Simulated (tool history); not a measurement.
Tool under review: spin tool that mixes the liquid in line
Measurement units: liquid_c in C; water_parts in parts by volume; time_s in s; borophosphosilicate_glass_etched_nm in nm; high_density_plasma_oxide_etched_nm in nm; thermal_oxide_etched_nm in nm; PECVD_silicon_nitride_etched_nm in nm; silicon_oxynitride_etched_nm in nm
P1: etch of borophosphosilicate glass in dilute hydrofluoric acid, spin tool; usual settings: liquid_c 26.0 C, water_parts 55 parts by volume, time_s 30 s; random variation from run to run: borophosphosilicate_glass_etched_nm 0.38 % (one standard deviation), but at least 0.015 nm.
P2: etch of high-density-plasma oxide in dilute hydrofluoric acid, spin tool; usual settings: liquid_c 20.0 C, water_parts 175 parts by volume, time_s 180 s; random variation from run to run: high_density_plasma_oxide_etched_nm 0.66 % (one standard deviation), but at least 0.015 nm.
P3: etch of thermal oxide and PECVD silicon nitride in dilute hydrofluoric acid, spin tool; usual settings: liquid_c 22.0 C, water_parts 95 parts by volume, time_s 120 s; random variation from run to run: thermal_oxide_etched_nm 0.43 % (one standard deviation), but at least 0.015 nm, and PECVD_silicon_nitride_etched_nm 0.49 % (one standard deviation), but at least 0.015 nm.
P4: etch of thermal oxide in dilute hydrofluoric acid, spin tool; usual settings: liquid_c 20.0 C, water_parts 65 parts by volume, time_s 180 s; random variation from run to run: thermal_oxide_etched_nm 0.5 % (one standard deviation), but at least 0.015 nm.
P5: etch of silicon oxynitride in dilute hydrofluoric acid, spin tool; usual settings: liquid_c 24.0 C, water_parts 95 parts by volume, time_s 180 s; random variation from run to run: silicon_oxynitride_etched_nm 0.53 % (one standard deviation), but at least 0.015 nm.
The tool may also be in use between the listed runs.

run	hour	process	liquid_c	water_parts	time_s	hours since the thermometer was replaced	hours since the hydrofluoric acid flow meter was replaced	borophosphosilicate_glass_etched_nm	high_density_plasma_oxide_etched_nm	thermal_oxide_etched_nm	PECVD_silicon_nitride_etched_nm	silicon_oxynitride_etched_nm
1	14.4	P1	26.0	55	30	236.1	879.8	21.055				
2	27.0	P1	26.0	55	30	248.7	892.4	21.104				
3	40.4	P2	20.0	85	180	262.1	905.8		9.9976			
4	51.7	P3	22.0	95	120	273.4	917.1			5.69080	6.06650	
5	63.0	P5	24.0	95	180	284.7	928.4					4.1431
6	71.8	P1	26.0	55	30	293.5	937.2	21.076				
7	83.1	P2	25.0	175	180	304.8	948.5		5.3401			
8	91.6	P5	24.0	95	345	313.3	957.0					7.8943
9	104.9	P4	17.0	65	180	326.6	970.3			10.04800		
10	112.9	P1	26.0	90	30	334.6	978.3	12.380				
11	122.1	P3	22.0	95	15	343.8	987.5			0.71223	0.77311	
12	131.0	P4	20.0	65	15	352.7	996.4			0.95183		
13	144.1	P1	26.0	55	30	365.8	1009.5	21.024				
14	158.5	P4	20.0	105	180	380.2	1023.9			6.79900		
15	170.8	P1	26.0	55	15	392.5	1036.2	10.535				
16	180.8	P2	20.0	175	180	402.5	1046.2		4.3735			
17	192.0	P4	20.0	65	180	413.7	1057.4			11.46400		
# hour 198.3: hydrofluoric acid flow meter replaced
18	198.9	P3	22.0	40	120	420.6	0.7			14.33500	14.27300	
19	208.4	P2	20.0	175	340	430.1	10.2		8.2048			
20	214.9	P1	26.0	55	30	436.6	16.7	21.161				
21	225.0	P1	31.0	20	30	446.7	26.8	74.781				
22	234.8	P5	24.0	170	180	456.5	36.6					2.1685
23	245.8	P3	18.0	95	120	467.5	47.6			4.80340	4.59970	
24	260.6	P1	26.0	55	55	482.3	62.4	38.496				
25	273.6	P1	32.0	55	30	495.3	75.4	26.588				
26	283.7	P5	19.0	95	180	505.4	85.5					3.2254
27	296.3	P5	24.0	95	180	518.0	98.1					4.1163
28	310.9	P1	19.5	55	30	532.6	112.7	15.972				
29	321.0	P3	22.0	95	120	542.7	122.8			5.65620	6.06540	
30	332.5	P1	26.0	20	30	554.2	134.3	60.509				
31	339.4	P1	22.0	20	30	561.1	141.2	50.869				
32	350.3	P1	26.0	55	30	572.0	152.1	21.054				
33	360.1	P1	26.0	55	30	581.8	161.9	21.954				

For run 34, what comes out?
34	372.3	P1	26.0	55	30	594.0	174.1	?				

{"run 34": {"borophosphosilicate_glass_etched_nm": 22.203}}

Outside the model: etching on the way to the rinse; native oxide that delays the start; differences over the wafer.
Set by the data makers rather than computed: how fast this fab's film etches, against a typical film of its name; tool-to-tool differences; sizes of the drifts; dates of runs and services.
